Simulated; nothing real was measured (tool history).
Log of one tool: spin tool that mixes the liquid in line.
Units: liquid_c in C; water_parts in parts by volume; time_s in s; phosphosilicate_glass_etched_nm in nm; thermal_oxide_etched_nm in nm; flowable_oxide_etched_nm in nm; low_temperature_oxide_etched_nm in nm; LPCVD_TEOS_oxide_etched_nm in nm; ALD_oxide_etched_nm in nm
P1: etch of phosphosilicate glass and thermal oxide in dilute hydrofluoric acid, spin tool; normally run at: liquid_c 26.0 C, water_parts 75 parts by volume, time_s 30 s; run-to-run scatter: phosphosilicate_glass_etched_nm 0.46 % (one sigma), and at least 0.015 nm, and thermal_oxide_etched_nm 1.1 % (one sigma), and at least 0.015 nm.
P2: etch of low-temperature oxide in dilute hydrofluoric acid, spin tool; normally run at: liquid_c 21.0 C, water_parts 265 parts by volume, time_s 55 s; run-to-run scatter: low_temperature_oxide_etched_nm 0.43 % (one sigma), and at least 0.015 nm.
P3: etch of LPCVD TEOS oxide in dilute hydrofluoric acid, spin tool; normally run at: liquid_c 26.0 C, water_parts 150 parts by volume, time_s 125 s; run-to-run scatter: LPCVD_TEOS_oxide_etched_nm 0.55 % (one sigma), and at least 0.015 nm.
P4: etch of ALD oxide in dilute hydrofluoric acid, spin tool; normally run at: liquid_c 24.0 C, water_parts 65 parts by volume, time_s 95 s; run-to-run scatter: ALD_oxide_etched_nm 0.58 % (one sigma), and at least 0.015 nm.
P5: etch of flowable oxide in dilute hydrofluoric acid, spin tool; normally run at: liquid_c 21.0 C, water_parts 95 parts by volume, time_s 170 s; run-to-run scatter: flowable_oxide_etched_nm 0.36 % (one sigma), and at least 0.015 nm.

run   hour  process  liquid_c  water_parts  time_s  hours since the thermometer was replaced  hours since the hydrofluoric acid flow meter was replaced  phosphosilicate_glass_etched_nm  thermal_oxide_etched_nm  flowable_oxide_etched_nm  low_temperature_oxide_etched_nm  LPCVD_TEOS_oxide_etched_nm  ALD_oxide_etched_nm
  1    5.4       P1      26.0           75      30                                     380.4                                                      503.3                           54.256                   2.1801
  2    9.2       P1      26.0           30      30                                     384.2                                                      507.1                          142.790                   5.9239
  3   13.4       P5      21.0           95     170                                     388.4                                                      511.3                                                                              48.792
  4   17.3       P5      21.0           30     170                                     392.3                                                      515.2                                                                             166.790
  5   23.5       P2      21.0          265     110                                     398.5                                                      521.4                                                                                                              10.8690
  6   30.4       P3      26.0          150     125                                     405.4                                                      528.3                                                                                                                                           33.290
  7   36.8       P1      26.0           75      30                                     411.8                                                      534.7                           54.124                   2.2484
  8   41.6       P3      26.0          150     125                                     416.6                                                      539.5                                                                                                                                           33.421
  9   48.8       P2      21.0          470      55                                     423.8                                                      546.7                                                                                                               2.5489
 10   55.8       P4      24.0           65     135                                     430.8                                                      553.7                                                                                                                                                                30.884
 11   62.5       P4      17.0           65      95                                     437.5                                                      560.4                                                                                                                                                                16.191
 12   66.3       P1      26.0           75      30                                     441.3                                                      564.2                           54.136                   2.2358
 13   71.5       P1      26.0           75      30                                     446.5                                                      569.4                           53.520                   2.1916
 14   75.6       P1      26.0           75      30                                     450.6                                                      573.5                           53.602                   2.2247
 15   80.6       P3      26.0           25     125                                     455.6                                                      578.5                                                                                                                                          238.110
 16   86.8       P5      25.0           95     170                                     461.8                                                      584.7                                                                              57.354
 17   91.3       P1      26.0           75      30                                     466.3                                                      589.2                           54.408                   2.1621
 18   97.5       P3      21.0          150     125                                     472.5                                                      595.4                                                                                                                                           27.783
 19  102.2       P1      31.5           25      30                                     477.2                                                      600.1                          216.980                   9.0492
 20  105.6       P3      26.0          150      70                                     480.6                                                      603.5                                                                                                                                           18.824
 21  109.6       P1      26.0           75      50                                     484.6                                                      607.5                           89.795                   3.6108
 22  113.2       P5      21.0           95      75                                     488.2                                                      611.1                                                                              21.574
 23  119.7       P2      21.0          265      55                                     494.7                                                      617.6                                                                                                               5.3723
 24  125.4       P1      26.0          140      30                                     500.4                                                      623.3                           26.363                   1.0932
 25  132.4       P4      24.0           65      95                                     507.4                                                      630.3                                                                                                                                                                21.461
 26  136.5       P1      26.0           75      30                                     511.5                                                      634.4                           53.807                   2.1829
 27  141.3       P1      30.0           75      30                                     516.3                                                      639.2                           62.990                   2.5740
 28  144.4       P4      24.0           65      95                                     519.4                                                      642.3                                                                                                                                                                21.500
 29  151.3       P1      26.0           75      15                                     526.3                                                      649.2                           26.773                   1.0773
 30  155.9       P4      24.0           40      95                                     530.9                                                      653.8                                                                                                                                                                36.404
 31  162.7       P2      27.5          265      55                                     537.7                                                      660.6                                                                                                               6.8086
 32  166.8       P1      20.5           75      30                                     541.8                                                      664.7                           43.314                   1.6994
 33  171.5       P1      26.0           75      30                                     546.5                                                      669.4                           53.775                   2.2323
 34  175.8       P1      26.0           75      30                                     550.8                                                      673.7                           53.372                   2.0894
 35  182.8       P1      26.0           75      30                                     557.8                                                      680.7                           52.128                   2.1488
 36  186.7       P1      26.0           75      30                                     561.7                                                      684.6                           51.969                   2.1006
 37  190.4       P1      26.0           75      30                                     565.4                                                      688.3                           51.239                   2.0989
 38  196.4       P1      26.0           75      30                                     571.4                                                      694.3                           51.360                   2.1138
 39  202.6       P1      26.0           75      30                                     577.6                                                      700.5                           51.038                   2.0560
 40  208.9       P1      26.0           75      30                                     583.9                                                      706.8                           50.565                   2.0315
 41  213.2       P1      26.0           75      30                                     588.2                                                      711.1                           51.188                   2.0940
 42  218.2       P1      26.0           75      30                                     593.2                                                      716.1                           50.573                   2.0518
 43  223.8       P1      26.0           75      30                                     598.8                                                      721.7                           50.141                   1.9986
 44  227.9       P1      26.0           75      30                                     602.9                                                      725.8                           50.528                   2.0671

What P1 gives has crept away from where it was. These 2 causes fit the log equally well, each at the size given:
A: liquid colder than its thermometer reads (K) = 1.63
B: hydrofluoric acid flow below the setpoint (%) = 5.73
The creep began at about hour 171.5.

4 check runs are offered, each on 3 wafers whose results are averaged, their results left as question marks. Which one tells the causes apart?
check 1  232.0       P4      17.0           65      95                                                                                                                                                                                                                                                                          ?
check 2  232.0       P5      24.0           95     170                                                                                                                                                                                        ?
check 3  232.0       P2      26.0          460      55                                                                                                                                                                                                                         ?
check 4  232.0       P3      23.0          150     125                                                                                                                                                                                                                                                     ?

What each check would give under each cause:
  check                           result    if A    if B
check 1              ALD_oxide_etched_nm  15.070  15.182
check 2         flowable_oxide_etched_nm  51.444  51.404
check 3  low_temperature_oxide_etched_nm  2.9283  2.8347
check 4       LPCVD_TEOS_oxide_etched_nm  28.064  27.905
How far apart the two closest causes lie, in the result that separates them most: check 1 0.74 %; check 2 0.08 %; check 3 3.25 %; check 4 0.57 %
Only check 3 tells the causes apart: in the others they would give nearly the same result.

Check 3 was then run and gave: low_temperature_oxide_etched_nm 2.8370 nm. Which cause is it?

It is B: hydrofluoric acid flow below the setpoint (%).
